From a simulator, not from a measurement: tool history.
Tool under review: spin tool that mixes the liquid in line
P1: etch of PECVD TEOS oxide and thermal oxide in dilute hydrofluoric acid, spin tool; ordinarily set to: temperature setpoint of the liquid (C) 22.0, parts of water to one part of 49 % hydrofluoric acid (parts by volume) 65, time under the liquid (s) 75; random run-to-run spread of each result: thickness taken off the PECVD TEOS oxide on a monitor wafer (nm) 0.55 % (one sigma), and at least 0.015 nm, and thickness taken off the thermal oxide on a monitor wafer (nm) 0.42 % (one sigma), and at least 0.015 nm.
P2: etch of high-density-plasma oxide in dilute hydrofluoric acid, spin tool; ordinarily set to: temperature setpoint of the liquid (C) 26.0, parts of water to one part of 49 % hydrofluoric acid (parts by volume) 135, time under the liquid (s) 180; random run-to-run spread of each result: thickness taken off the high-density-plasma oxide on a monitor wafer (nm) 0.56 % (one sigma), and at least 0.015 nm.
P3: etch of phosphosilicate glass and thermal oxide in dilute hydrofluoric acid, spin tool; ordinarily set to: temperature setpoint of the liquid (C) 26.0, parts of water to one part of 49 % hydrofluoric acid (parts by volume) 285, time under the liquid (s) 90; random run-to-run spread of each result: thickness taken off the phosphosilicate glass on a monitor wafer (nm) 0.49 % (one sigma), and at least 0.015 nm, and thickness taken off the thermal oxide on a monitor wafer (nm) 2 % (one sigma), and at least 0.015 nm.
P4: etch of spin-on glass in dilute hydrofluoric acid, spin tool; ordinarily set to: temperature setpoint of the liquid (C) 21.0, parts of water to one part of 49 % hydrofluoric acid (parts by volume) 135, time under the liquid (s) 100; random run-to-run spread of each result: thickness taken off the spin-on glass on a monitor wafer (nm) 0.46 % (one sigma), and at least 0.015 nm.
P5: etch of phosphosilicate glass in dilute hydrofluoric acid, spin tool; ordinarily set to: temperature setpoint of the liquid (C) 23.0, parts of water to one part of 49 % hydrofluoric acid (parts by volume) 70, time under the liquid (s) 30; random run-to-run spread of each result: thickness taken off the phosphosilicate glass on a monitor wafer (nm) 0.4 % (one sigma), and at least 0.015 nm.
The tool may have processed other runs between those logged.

| run | hour | process that ran | temperature setpoint of the liquid (C) | parts of water to one part of 49 % hydrofluoric acid (parts by volume) | time under the liquid (s) | hours since the thermometer was replaced | hours since the hydrofluoric acid flow meter was replaced | thickness taken off the PECVD TEOS oxide on a monitor wafer (nm) | thickness taken off the thermal oxide on a monitor wafer (nm) | thickness taken off the phosphosilicate glass on a monitor wafer (nm) | thickness taken off the spin-on glass on a monitor wafer (nm) | thickness taken off the high-density-plasma oxide on a monitor wafer (nm) |
|---|---|---|---|---|---|---|---|---|---|---|---|---|
| 1 | 8.3 | P1 | 22.0 | 65 | 75 | 613.9 | 1026.7 | 9.7793 | 5.3832 |  |  |  |
| 2 | 16.7 | P1 | 17.0 | 65 | 75 | 622.3 | 1035.1 | 7.8682 | 4.3193 |  |  |  |
| 3 | 25.4 | P1 | 22.0 | 65 | 15 | 631.0 | 1043.8 | 1.9542 | 1.0813 |  |  |  |
| 4 | 36.9 | P3 | 26.0 | 285 | 155 | 642.5 | 1055.3 |  | 2.3026 | 62.709 |  |  |
| 5 | 48.0 | P1 | 22.0 | 65 | 145 | 653.6 | 1066.4 | 18.8330 | 10.3570 |  |  |  |
| 6 | 59.5 | P1 | 22.0 | 105 | 125 | 665.1 | 1077.9 | 9.5307 | 5.2699 |  |  |  |
| 7 | 74.8 | P4 | 21.0 | 135 | 100 | 680.4 | 1093.2 |  |  |  | 22.154 |  |
| 8 | 83.7 | P2 | 26.0 | 135 | 180 | 689.3 | 1102.1 |  |  |  |  | 16.223 |
| 9 | 94.0 | P3 | 19.5 | 285 | 90 | 699.6 | 1112.4 |  | 1.0144 | 28.550 |  |  |
| 10 | 105.0 | P5 | 23.0 | 70 | 55 | 710.6 | 1123.4 |  |  | 75.849 |  |  |
| 11 | 115.3 | P1 | 27.0 | 65 | 75 | 720.9 | 1133.7 | 11.8540 | 6.5328 |  |  |  |
| 12 | 124.8 | P1 | 29.5 | 65 | 15 | 730.4 | 1143.2 | 2.6517 | 1.4554 |  |  |  |
| 13 | 132.8 | P4 | 21.0 | 135 | 195 | 738.4 | 1151.2 |  |  |  | 43.049 |  |
| 14 | 142.5 | P1 | 18.0 | 95 | 75 | 748.1 | 1160.9 | 5.4927 | 2.9966 |  |  |  |
| 15 | 155.3 | P5 | 23.0 | 70 | 30 | 760.9 | 1173.7 |  |  | 41.566 |  |  |
| 16 | 171.4 | P3 | 26.0 | 285 | 90 | 777.0 | 1189.8 |  | 1.3023 | 36.348 |  |  |
| 17 | 181.6 | P4 | 21.0 | 55 | 100 | 787.2 | 1200.0 |  |  |  | 59.442 |  |
| 18 | 196.5 | P2 | 26.0 | 40 | 180 | 802.1 | 1214.9 |  |  |  |  | 62.579 |
| 19 | 207.9 | P5 | 28.0 | 70 | 30 | 813.5 | 1226.3 |  |  | 50.478 |  |  |
| 20 | 220.7 | P1 | 22.0 | 65 | 75 | 826.3 | 1239.1 | 9.8127 | 5.3493 |  |  |  |
| 21 | 231.5 | P1 | 22.0 | 65 | 75 | 837.1 | 1249.9 | 9.7726 | 5.3587 |  |  |  |
| 22 | 245.4 | P1 | 22.0 | 65 | 75 | 851.0 | 1263.8 | 9.7202 | 5.3735 |  |  |  |
| 23 | 256.0 | P1 | 22.0 | 40 | 75 | 861.6 | 1274.4 | 16.3470 | 8.9438 |  |  |  |
| 24 | 266.4 | P5 | 23.0 | 40 | 30 | 872.0 | 1284.8 |  |  | 75.697 |  |  |
| 25 | 279.2 | P2 | 26.0 | 135 | 315 | 884.8 | 1297.6 |  |  |  |  | 28.006 |
| 26 | 294.3 | P5 | 23.0 | 70 | 30 | 899.9 | 1312.7 |  |  | 41.358 |  |  |
| 27 | 305.9 | P1 | 22.0 | 105 | 75 | 911.5 | 1324.3 | 5.7114 | 3.1768 |  |  |  |
| 28 | 316.8 | P3 | 26.0 | 495 | 90 | 922.4 | 1335.2 |  | 0.6362 | 17.101 |  |  |
| 29 | 329.4 | P2 | 19.0 | 135 | 180 | 935.0 | 1347.8 |  |  |  |  | 12.238 |
| 30 | 340.3 | P4 | 28.5 | 135 | 100 | 945.9 | 1358.7 |  |  |  | 29.602 |  |
| 31 | 358.0 | P1 | 22.0 | 65 | 75 | 963.6 | 1376.4 | 9.7726 | 5.3830 |  |  |  |
| 32 | 375.2 | P1 | 22.0 | 65 | 75 | 980.8 | 1393.6 | 9.7532 | 5.4059 |  |  |  |
| 33 | 383.8 | P1 | 22.0 | 65 | 75 | 989.4 | 1402.2 | 9.5537 | 5.2336 |  |  |  |
| 34 | 394.2 | P1 | 22.0 | 65 | 75 | 999.8 | 1412.6 | 9.4590 | 5.1503 |  |  |  |
| 35 | 408.3 | P1 | 22.0 | 65 | 75 | 1013.9 | 1426.7 | 9.2796 | 5.0811 |  |  |  |
| 36 | 424.5 | P1 | 22.0 | 65 | 75 | 1030.1 | 1442.9 | 9.2705 | 4.9869 |  |  |  |
| 37 | 433.8 | P1 | 22.0 | 65 | 75 | 1039.4 | 1452.2 | 9.1273 | 5.0307 |  |  |  |
| 38 | 448.9 | P1 | 22.0 | 65 | 75 | 1054.5 | 1467.3 | 9.0959 | 5.0351 |  |  |  |
| 39 | 458.1 | P1 | 22.0 | 65 | 75 | 1063.7 | 1476.5 | 9.0701 | 5.0080 |  |  |  |
| 40 | 470.4 | P1 | 22.0 | 65 | 75 | 1076.0 | 1488.8 | 9.1382 | 4.9922 |  |  |  |

What does the tool deliver on the next run?
| 41 | 480.4 | P1 | 22.0 | 65 | 75 | 1086.0 | 1498.8 | ? | ? |  |  |  |

thickness taken off the PECVD TEOS oxide on a monitor wafer (nm): 9.0811
thickness taken off the thermal oxide on a monitor wafer (nm): 4.9636
